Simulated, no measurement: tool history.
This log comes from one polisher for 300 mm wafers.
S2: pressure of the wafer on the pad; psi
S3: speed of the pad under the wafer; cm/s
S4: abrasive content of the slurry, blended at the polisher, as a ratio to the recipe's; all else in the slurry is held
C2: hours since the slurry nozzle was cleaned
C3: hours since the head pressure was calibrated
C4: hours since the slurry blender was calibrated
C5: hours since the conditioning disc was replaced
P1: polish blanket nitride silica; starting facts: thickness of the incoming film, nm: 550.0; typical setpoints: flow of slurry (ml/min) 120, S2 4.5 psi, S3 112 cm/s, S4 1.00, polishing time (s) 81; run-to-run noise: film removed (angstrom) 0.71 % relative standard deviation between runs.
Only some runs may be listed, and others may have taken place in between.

{"run": 1, "hour": 3.8, "flow of slurry (ml/min)": 120, "S2": 4.5, "S3": 112, "S4": 1.0, "polishing time (s)": 81, "wafers polished on this pad": 642, "C2": 110.3, "C3": 578.4, "C4": 179.6, "C5": 41.9, "film removed (angstrom)": 659.17}
{"run": 2, "hour": 7.2, "flow of slurry (ml/min)": 120, "S2": 4.5, "S3": 50, "S4": 1.0, "polishing time (s)": 81, "wafers polished on this pad": 672, "C2": 113.7, "C3": 581.8, "C4": 183.0, "C5": 45.3, "film removed (angstrom)": 341.32}
{"run": 3, "hour": 10.9, "flow of slurry (ml/min)": 120, "S2": 2.0, "S3": 112, "S4": 0.75, "polishing time (s)": 81, "wafers polished on this pad": 705, "C2": 117.4, "C3": 585.5, "C4": 186.7, "C5": 49.0, "film removed (angstrom)": 252.71}
{"run": 4, "hour": 15.5, "flow of slurry (ml/min)": 120, "S2": 4.5, "S3": 112, "S4": 1.0, "polishing time (s)": 127, "wafers polished on this pad": 745, "C2": 122.0, "C3": 590.1, "C4": 191.3, "C5": 53.6, "film removed (angstrom)": 1031.3}
{"run": 5, "hour": 19.8, "flow of slurry (ml/min)": 120, "S2": 2.0, "S3": 112, "S4": 1.0, "polishing time (s)": 81, "wafers polished on this pad": 783, "C2": 126.3, "C3": 594.4, "C4": 195.6, "C5": 57.9, "film removed (angstrom)": 289.65}
{"run": 6, "hour": 22.4, "flow of slurry (ml/min)": 120, "S2": 4.5, "S3": 112, "S4": 1.35, "polishing time (s)": 81, "wafers polished on this pad": 806, "C2": 128.9, "C3": 597.0, "C4": 198.2, "C5": 60.5, "film removed (angstrom)": 738.62}
{"run": 7, "hour": 26.2, "flow of slurry (ml/min)": 120, "S2": 4.5, "S3": 112, "S4": 0.65, "polishing time (s)": 81, "wafers polished on this pad": 840, "C2": 132.7, "C3": 600.8, "C4": 202.0, "C5": 64.3, "film removed (angstrom)": 523.76}
{"run": 8, "hour": 28.4, "flow of slurry (ml/min)": 120, "S2": 4.5, "S3": 112, "S4": 1.0, "polishing time (s)": 81, "wafers polished on this pad": 859, "C2": 134.9, "C3": 603.0, "C4": 204.2, "C5": 66.5, "film removed (angstrom)": 653.03}
{"run": 9, "hour": 33.0, "flow of slurry (ml/min)": 120, "S2": 4.5, "S3": 112, "S4": 1.0, "polishing time (s)": 81, "wafers polished on this pad": 899, "C2": 139.5, "C3": 607.6, "C4": 208.8, "C5": 71.1, "film removed (angstrom)": 658.26}
{"hour": 36.6, "done": "worn pad replaced by a new one"}
{"run": 10, "hour": 37.6, "flow of slurry (ml/min)": 175, "S2": 4.5, "S3": 112, "S4": 1.0, "polishing time (s)": 81, "wafers polished on this pad": 8, "C2": 144.1, "C3": 612.2, "C4": 213.4, "C5": 75.7, "film removed (angstrom)": 704.54}
{"run": 11, "hour": 42.0, "flow of slurry (ml/min)": 120, "S2": 4.5, "S3": 112, "S4": 1.0, "polishing time (s)": 81, "wafers polished on this pad": 47, "C2": 148.5, "C3": 616.6, "C4": 217.8, "C5": 80.1, "film removed (angstrom)": 655.44}
{"hour": 42.2, "done": "slurry blender recalibrated"}
{"run": 12, "hour": 45.7, "flow of slurry (ml/min)": 120, "S2": 6.9, "S3": 112, "S4": 1.0, "polishing time (s)": 81, "wafers polished on this pad": 80, "C2": 152.2, "C3": 620.3, "C4": 3.5, "C5": 83.8, "film removed (angstrom)": 1008.1}
{"run": 13, "hour": 48.6, "flow of slurry (ml/min)": 120, "S2": 4.5, "S3": 112, "S4": 1.0, "polishing time (s)": 81, "wafers polished on this pad": 105, "C2": 155.1, "C3": 623.2, "C4": 6.4, "C5": 86.7, "film removed (angstrom)": 656.94}
{"run": 14, "hour": 53.3, "flow of slurry (ml/min)": 165, "S2": 4.5, "S3": 112, "S4": 1.0, "polishing time (s)": 110, "wafers polished on this pad": 147, "C2": 159.8, "C3": 627.9, "C4": 11.1, "C5": 91.4, "film removed (angstrom)": 939.83}
{"run": 15, "hour": 56.2, "flow of slurry (ml/min)": 70, "S2": 4.5, "S3": 112, "S4": 1.0, "polishing time (s)": 81, "wafers polished on this pad": 172, "C2": 162.7, "C3": 630.8, "C4": 14.0, "C5": 94.3, "film removed (angstrom)": 562.49}
{"run": 16, "hour": 59.9, "flow of slurry (ml/min)": 120, "S2": 4.5, "S3": 176, "S4": 1.0, "polishing time (s)": 81, "wafers polished on this pad": 205, "C2": 166.4, "C3": 634.5, "C4": 17.7, "C5": 98.0, "film removed (angstrom)": 939.13}
{"run": 17, "hour": 64.6, "flow of slurry (ml/min)": 120, "S2": 4.5, "S3": 112, "S4": 1.0, "polishing time (s)": 81, "wafers polished on this pad": 246, "C2": 171.1, "C3": 639.2, "C4": 22.4, "C5": 102.7, "film removed (angstrom)": 652.26}
{"run": 18, "hour": 67.3, "flow of slurry (ml/min)": 120, "S2": 4.5, "S3": 112, "S4": 1.0, "polishing time (s)": 36, "wafers polished on this pad": 270, "C2": 173.8, "C3": 641.9, "C4": 25.1, "C5": 105.4, "film removed (angstrom)": 286.54}
{"run": 19, "hour": 70.0, "flow of slurry (ml/min)": 120, "S2": 4.5, "S3": 112, "S4": 1.0, "polishing time (s)": 81, "wafers polished on this pad": 293, "C2": 176.5, "C3": 644.6, "C4": 27.8, "C5": 108.1, "film removed (angstrom)": 646.09}
{"run": 20, "hour": 74.6, "flow of slurry (ml/min)": 120, "S2": 4.5, "S3": 112, "S4": 1.0, "polishing time (s)": 81, "wafers polished on this pad": 334, "C2": 181.1, "C3": 649.2, "C4": 32.4, "C5": 112.7, "film removed (angstrom)": 651.68}
{"run": 21, "hour": 78.1, "flow of slurry (ml/min)": 120, "S2": 4.5, "S3": 112, "S4": 1.0, "polishing time (s)": 81, "wafers polished on this pad": 365, "C2": 184.6, "C3": 652.7, "C4": 35.9, "C5": 116.2, "film removed (angstrom)": 628.96}
{"run": 22, "hour": 80.8, "flow of slurry (ml/min)": 120, "S2": 4.5, "S3": 112, "S4": 1.0, "polishing time (s)": 81, "wafers polished on this pad": 388, "C2": 187.3, "C3": 655.4, "C4": 38.6, "C5": 118.9, "film removed (angstrom)": 611.9}
{"hour": 83.6, "done": "worn pad replaced by a new one"}
{"run": 23, "hour": 84.3, "flow of slurry (ml/min)": 120, "S2": 4.5, "S3": 112, "S4": 1.0, "polishing time (s)": 81, "wafers polished on this pad": 6, "C2": 190.8, "C3": 658.9, "C4": 42.1, "C5": 122.4, "film removed (angstrom)": 615.12}

Predict the results of run 24:
{"hour": 87.3, "done": "head pressure recalibrated"}
{"run": 24, "hour": 87.7, "flow of slurry (ml/min)": 120, "S2": 4.5, "S3": 112, "S4": 1.0, "polishing time (s)": 81, "wafers polished on this pad": 36, "C2": 194.2, "C3": 0.4, "C4": 45.5, "C5": 125.8, "film removed (angstrom)": "?"}

film removed (angstrom): 604.28

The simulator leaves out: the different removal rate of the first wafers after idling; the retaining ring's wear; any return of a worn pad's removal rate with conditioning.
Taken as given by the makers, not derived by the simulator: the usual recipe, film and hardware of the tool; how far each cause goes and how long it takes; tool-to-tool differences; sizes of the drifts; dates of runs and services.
